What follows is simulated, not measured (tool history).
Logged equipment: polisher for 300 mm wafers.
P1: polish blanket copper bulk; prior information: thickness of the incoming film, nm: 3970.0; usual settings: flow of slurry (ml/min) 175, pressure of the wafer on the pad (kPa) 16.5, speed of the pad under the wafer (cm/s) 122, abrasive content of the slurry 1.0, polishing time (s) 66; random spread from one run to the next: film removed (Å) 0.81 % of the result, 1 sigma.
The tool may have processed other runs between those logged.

run	day	flow of slurry (ml/min)	pressure of the wafer on the pad (kPa)	speed of the pad under the wafer (cm/s)	abrasive content of the slurry	polishing time (s)	film removed (Å)
1	0.362	175	16.5	122	1.0	66	5763.1
2	0.725	175	16.5	122	1.0	66	5753.7
3	1.029	220	16.5	122	1.0	87	7692.7
4	1.358	175	16.5	58	1.0	66	2702.6
5	1.658	110	16.5	158	1.0	66	6774.0
6	2.050	275	16.5	122	1.0	66	6077.9
7	2.250	115	16.5	122	1.0	66	5379.1
8	2.600	175	16.5	122	1.0	66	5816.7
9	2.896	175	16.5	122	0.6	66	5216.5
# day 3.171: worn pad replaced by a new one
10	3.192	175	16.5	122	1.0	101	8825.0
11	3.600	175	8.3	122	1.0	66	2886.6
12	3.988	175	16.5	122	1.0	66	5767.1
13	4.250	175	16.5	182	1.0	66	8540.0
14	4.479	175	22.8	122	1.0	66	7909.7
15	4.675	175	16.5	122	1.5	66	6308.7
# day 4.871: slurry nozzle cleaned
16	5.029	175	16.5	122	1.0	35	3045.0
17	5.288	175	16.5	122	1.0	66	5751.0
18	5.658	175	16.5	122	1.0	66	5681.3
19	6.038	175	16.5	122	1.0	66	5682.1
20	6.412	175	16.5	122	1.0	66	5391.3
21	6.829	175	16.5	122	1.0	66	5416.5
22	7.012	175	16.5	122	1.0	66	5372.1
23	7.358	175	16.5	122	1.0	66	5308.8
24	7.708	175	16.5	122	1.0	66	5249.3
25	7.996	175	16.5	122	1.0	66	5225.2

Run 26 comes next. What will it give?
# day 8.000: slurry blender recalibrated
# day 8.067: worn pad replaced by a new one
26	8.325	175	16.5	122	1.0	66	?

film removed (Å): 5169.1
